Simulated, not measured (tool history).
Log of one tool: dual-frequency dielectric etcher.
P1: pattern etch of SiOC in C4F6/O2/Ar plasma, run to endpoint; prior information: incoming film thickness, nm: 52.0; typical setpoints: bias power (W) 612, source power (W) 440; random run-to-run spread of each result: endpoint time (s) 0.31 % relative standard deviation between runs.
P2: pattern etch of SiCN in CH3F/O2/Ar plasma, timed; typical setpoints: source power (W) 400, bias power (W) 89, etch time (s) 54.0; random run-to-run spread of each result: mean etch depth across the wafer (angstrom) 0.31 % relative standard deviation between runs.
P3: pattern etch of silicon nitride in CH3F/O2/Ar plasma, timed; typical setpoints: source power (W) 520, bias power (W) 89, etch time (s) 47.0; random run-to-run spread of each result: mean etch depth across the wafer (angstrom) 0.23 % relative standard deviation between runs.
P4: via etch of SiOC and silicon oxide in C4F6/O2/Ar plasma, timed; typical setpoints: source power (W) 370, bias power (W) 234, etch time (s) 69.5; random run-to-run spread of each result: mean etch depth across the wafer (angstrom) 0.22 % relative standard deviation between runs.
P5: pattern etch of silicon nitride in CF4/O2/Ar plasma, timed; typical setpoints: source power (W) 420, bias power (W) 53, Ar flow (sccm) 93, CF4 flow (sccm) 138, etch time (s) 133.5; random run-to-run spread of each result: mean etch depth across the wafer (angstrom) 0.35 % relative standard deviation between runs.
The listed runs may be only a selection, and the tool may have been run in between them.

run	day	process that ran	bias power (W)	source power (W)	etch time (s)	Ar flow (sccm)	CF4 flow (sccm)	hours since the last wet clean	hours since the last bias power generator calibration	hours since the last source power generator calibration	endpoint time (s)	mean etch depth across the wafer (angstrom)
1	0.462	P1	612	440				349.1	827.7	852.6	15.688	
2	0.900	P4	314	370	69.5			359.6	838.2	863.1		950.35
3	1.250	P2	89	400	54.0			368.0	846.6	871.5		219.39
4	1.538	P1	458	550				374.9	853.5	878.4	16.145	
5	1.971	P5	53	420	133.5	93	138	385.3	863.9	888.8		2378.50
6	2.267	P2	119	400	54.0			392.4	871.0	895.9		245.47
7	2.642	P5	53	420	133.5	93	138	401.4	880.0	904.9		2382.40
8	2.950	P5	53	580	133.5	93	138	408.8	887.4	912.3		3172.80
9	3.267	P5	53	420	188.5	93	138	416.4	895.0	919.9		3375.20
10	3.575	P4	234	370	100.0			423.8	902.4	927.3		1234.80
11	3.867	P1	612	440				430.8	909.4	934.3	15.793	
12	4.125	P4	234	370	69.5			437.0	915.6	940.5		855.72
13	4.533	P1	612	440				446.8	925.4	950.3	15.797	
# day 4.596: source power generator calibrated
14	4.779	P5	53	420	133.5	72	138	452.7	931.3	4.5		2430.20
15	5.258	P4	234	500	69.5			464.2	942.8	16.0		964.39
16	5.521	P1	612	440				470.5	949.1	22.3	15.800	
17	5.846	P2	89	400	54.0			478.3	956.9	30.1		219.32
18	6.312	P5	70	420	133.5	93	138	489.5	968.1	41.3		2644.30
19	6.692	P1	612	580				498.6	977.2	50.4	14.230	
20	7.129	P3	53	520	47.0			509.1	987.7	60.9		314.03
21	7.462	P5	53	420	133.5	93	185	517.1	995.7	68.9		2447.30
22	7.875	P3	89	520	30.5			527.0	1005.6	78.8		242.12
23	8.179	P2	89	480	54.0			534.3	1012.9	86.1		234.77
24	8.429	P3	89	520	47.0			540.3	1018.9	92.1		372.39
25	8.758	P1	768	440				548.2	1026.8	100.0	14.420	
26	9.029	P1	612	440				554.7	1033.3	106.5	15.722	
27	9.350	P2	89	400	31.0			562.4	1041.0	114.2		125.81
28	9.729	P1	612	440				571.5	1050.1	123.3	15.659	
29	10.212	P1	453	440				583.1	1061.7	134.9	17.586	
30	10.508	P3	89	330	47.0			590.2	1068.8	142.0		314.05
31	10.942	P1	612	320				600.6	1079.2	152.4	17.713	
32	11.329	P1	612	440				609.9	1088.5	161.7	15.744	
33	11.629	P1	612	440				617.1	1095.7	168.9	15.700	
34	12.033	P1	612	440				626.8	1105.4	178.6	15.569	
35	12.496	P1	612	440				637.9	1116.5	189.7	15.587	
36	12.808	P1	612	440				645.4	1124.0	197.2	15.477	
37	13.146	P1	612	440				653.5	1132.1	205.3	15.519	
# day 13.267: wet clean of the chamber
38	13.367	P1	612	440				2.4	1137.4	210.6	15.597	
39	13.696	P1	612	440				10.3	1145.3	218.5	15.562	
40	14.092	P1	612	440				19.8	1154.8	228.0	15.503	
41	14.317	P1	612	440				25.2	1160.2	233.4	15.490	
42	14.775	P1	612	440				36.2	1171.2	244.4	15.505	
43	15.146	P1	612	440				45.1	1180.1	253.3	15.440	

Compared with where it was, what P1 gives has crept away. Each cause listed below fits the log as well as the rest, at the size given for it:
A: bias power that arrives over what is set, % = 4.11
B: source power that arrives over what is set, % = 4.3
At approximately day 11.329, the process output began to creep.
Every other cause this tool's parts could produce, and why it does not fit the log:
chamber walls in a state that raises the etch rate, %: serviced at day 13.267, which brought nothing back

4 check runs are offered, each on 2 wafers whose results are averaged, their results left as question marks. Which one tells the causes apart?
check 1	15.517	P3	89	330	39.0							?
check 2	15.517	P4	310	370	98.0							?
check 3	15.517	P5	53	420	185.5	93	178					?
check 4	15.517	P2	104	400	33.0							?

What each check would give under each cause:
check	result	if A	if B
check 1	mean etch depth across the wafer (angstrom)	264.61	264.88
check 2	mean etch depth across the wafer (angstrom)	1353.00	1354.80
check 3	mean etch depth across the wafer (angstrom)	3444.50	3522.60
check 4	mean etch depth across the wafer (angstrom)	144.39	144.42
How far apart the two closest causes lie, in the result that separates them most: check 1 0.1 %; check 2 0.14 %; check 3 2.24 %; check 4 0.02 %
The causes can be told apart only by check 3. The other checks would give nearly the same results under each of them.

Running check 3 produced the following: mean etch depth across the wafer (angstrom) 3515.90. Which one of the listed causes fits?

Of the candidate causes, it is B: source power that arrives over what is set, %.
